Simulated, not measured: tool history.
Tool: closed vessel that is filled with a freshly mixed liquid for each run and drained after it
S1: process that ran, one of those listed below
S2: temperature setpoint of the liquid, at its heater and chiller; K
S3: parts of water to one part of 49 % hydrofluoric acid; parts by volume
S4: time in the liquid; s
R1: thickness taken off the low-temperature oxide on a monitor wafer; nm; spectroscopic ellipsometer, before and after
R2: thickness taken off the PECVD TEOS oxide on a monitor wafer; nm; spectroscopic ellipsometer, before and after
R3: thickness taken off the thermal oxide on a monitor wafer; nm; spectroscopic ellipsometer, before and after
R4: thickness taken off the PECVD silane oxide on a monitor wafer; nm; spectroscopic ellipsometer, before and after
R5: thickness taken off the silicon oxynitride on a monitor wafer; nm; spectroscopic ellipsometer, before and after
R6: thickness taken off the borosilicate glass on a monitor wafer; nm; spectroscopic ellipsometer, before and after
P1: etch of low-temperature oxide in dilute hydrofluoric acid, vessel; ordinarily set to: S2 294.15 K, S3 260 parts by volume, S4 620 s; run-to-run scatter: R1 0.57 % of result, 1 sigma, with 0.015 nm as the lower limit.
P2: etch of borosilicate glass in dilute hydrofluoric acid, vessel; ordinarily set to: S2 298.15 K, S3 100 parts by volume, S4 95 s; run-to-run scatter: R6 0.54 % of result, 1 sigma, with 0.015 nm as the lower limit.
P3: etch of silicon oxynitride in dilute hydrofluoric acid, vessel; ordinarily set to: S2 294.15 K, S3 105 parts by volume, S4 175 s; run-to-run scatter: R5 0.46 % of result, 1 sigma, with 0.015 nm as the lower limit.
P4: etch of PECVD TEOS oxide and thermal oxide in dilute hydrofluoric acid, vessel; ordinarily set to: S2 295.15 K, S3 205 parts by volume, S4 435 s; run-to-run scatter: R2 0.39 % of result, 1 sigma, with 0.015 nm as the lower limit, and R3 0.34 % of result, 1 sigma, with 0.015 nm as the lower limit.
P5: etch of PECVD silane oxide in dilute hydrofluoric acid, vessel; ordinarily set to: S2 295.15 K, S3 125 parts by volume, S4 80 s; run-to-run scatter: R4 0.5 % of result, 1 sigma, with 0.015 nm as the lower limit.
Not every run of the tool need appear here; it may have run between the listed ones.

run 1 hour=13 | S1=P1 S2=294.15 S3=260 S4=620 | R1=25.386
run 2 hour=24.4 | S1=P1 S2=294.15 S3=260 S4=620 | R1=25.578
run 3 hour=34.8 | S1=P4 S2=295.15 S3=205 S4=195 | R2=9.0247 R3=3.7176
run 4 hour=46.4 | S1=P5 S2=295.15 S3=125 S4=30 | R4=6.1898
run 5 hour=61.1 | S1=P4 S2=303.15 S3=205 S4=435 | R2=26.785 R3=11.08
run 6 hour=74 | S1=P3 S2=290.15 S3=105 S4=175 | R5=5.7257
run 7 hour=84.6 | S1=P3 S2=294.15 S3=105 S4=175 | R5=6.961
run 8 hour=99.2 | S1=P1 S2=294.15 S3=260 S4=620 | R1=25.333
run 9 hour=112.1 | S1=P3 S2=294.15 S3=105 S4=55 | R5=2.1187
run 10 hour=118.9 | S1=P2 S2=298.15 S3=100 S4=95 | R6=28.047
run 11 hour=127.3 | S1=P1 S2=294.15 S3=260 S4=620 | R1=25.561
run 12 hour=140 | S1=P1 S2=294.15 S3=260 S4=620 | R1=25.452
run 13 hour=151.6 | S1=P4 S2=295.15 S3=70 S4=435 | R2=68.686 R3=28.303
run 14 hour=158.6 | S1=P1 S2=294.15 S3=260 S4=180 | R1=7.3639
run 15 hour=171.6 | S1=P3 S2=294.15 S3=140 S4=175 | R5=5.0181
run 16 hour=181.4 | S1=P2 S2=304.15 S3=100 S4=95 | R6=35.43
run 17 hour=196.2 | S1=P1 S2=290.15 S3=390 S4=620 | R1=13.131
run 18 hour=210.6 | S1=P1 S2=294.15 S3=260 S4=1165 | R1=47.799
run 19 hour=226.4 | S1=P5 S2=302.15 S3=125 S4=80 | R4=21.39
run 20 hour=234.7 | S1=P1 S2=294.15 S3=260 S4=620 | R1=25.639
run 21 hour=241.8 | S1=P1 S2=302.15 S3=260 S4=620 | R1=33.663
run 22 hour=250.6 | S1=P1 S2=290.15 S3=260 S4=620 | R1=21.94
run 23 hour=261 | S1=P2 S2=298.15 S3=100 S4=95 | R6=27.939
run 24 hour=269.4 | S1=P1 S2=294.15 S3=455 S4=620 | R1=12.281
run 25 hour=284.2 | S1=P2 S2=298.15 S3=100 S4=185 | R6=55.549
run 26 hour=296.3 | S1=P1 S2=297.15 S3=260 S4=1090 | R1=50.078
run 27 hour=312.1 | S1=P4 S2=295.15 S3=205 S4=435 | R2=20.192 R3=8.3459
run 28 hour=322.1 | S1=P1 S2=294.15 S3=65 S4=620 | R1=123.21
run 29 hour=333.4 | S1=P2 S2=298.15 S3=145 S4=95 | R6=18.43
run 30 hour=343.2 | S1=P3 S2=294.15 S3=105 S4=175 | R5=6.9062
run 31 hour=355.3 | S1=P5 S2=295.15 S3=125 S4=80 | R4=16.229
run 32 hour=366.8 | S1=P5 S2=295.15 S3=195 S4=80 | R4=9.642
run 33 hour=375.8 | S1=P1 S2=294.15 S3=260 S4=620 | R1=25.365
run 34 hour=390.3 | S1=P1 S2=294.15 S3=260 S4=620 | R1=24.767
run 35 hour=402.5 | S1=P1 S2=294.15 S3=260 S4=620 | R1=24.355
run 36 hour=410.6 | S1=P1 S2=294.15 S3=260 S4=620 | R1=24.376
run 37 hour=425.6 | S1=P1 S2=294.15 S3=260 S4=620 | R1=24.018
run 38 hour=440.8 | S1=P1 S2=294.15 S3=260 S4=620 | R1=23.763
run 39 hour=454.1 | S1=P1 S2=294.15 S3=260 S4=620 | R1=23.913
run 40 hour=462.1 | S1=P1 S2=294.15 S3=260 S4=620 | R1=23.55
run 41 hour=477.6 | S1=P1 S2=294.15 S3=260 S4=620 | R1=23.595
run 42 hour=489.1 | S1=P1 S2=294.15 S3=260 S4=620 | R1=23.687
run 43 hour=505 | S1=P1 S2=294.15 S3=260 S4=620 | R1=23.699
run 44 hour=517.6 | S1=P1 S2=294.15 S3=260 S4=620 | R1=23.753

Something has made what P1 gives creep away from where it was; the 2 causes below, each at its own stated size, fit the log equally well:
A: hydrofluoric acid flow below the setpoint (%) = 5.4
B: liquid colder than its thermometer reads (K) = 1.87
The gradual shift began around hour 375.8.

Below are 4 check runs, each averaged over 2 wafers, with their results shown as question marks. Which of them would give clearly different results depending on which cause is behind the drift?
run check 1 hour=530.2 | S1=P5 S2=300.65 S3=125 S4=30 | R4=?
run check 2 hour=530.2 | S1=P2 S2=301.65 S3=100 S4=95 | R6=?
run check 3 hour=530.2 | S1=P3 S2=294.15 S3=105 S4=100 | R5=?
run check 4 hour=530.2 | S1=P4 S2=300.15 S3=205 S4=225 | R2=? R3=?

What each check would give under each cause:
check=check_1 result=R4 if_A=7.119 if_B=7.0742
check=check_2 result=R6 if_A=30.23 if_B=29.977
check=check_3 result=R5 if_A=3.7134 if_B=3.5992
check=check_4 result=R2 if_A=11.706 if_B=11.723
check=check_4 result=R3 if_A=4.8225 if_B=4.8296
Smallest distance between any two causes, each pair judged by its most separating result, in per cent: check 1 0.63 %; check 2 0.84 %; check 3 3.12 %; check 4 0.15 %
Only check 3 tells the causes apart: in the others they would give nearly the same result.

Running check 3 produced the following: R5 3.5954 nm. Which one of the listed causes fits?

Of the candidate causes, it is B: liquid colder than its thermometer reads (K).
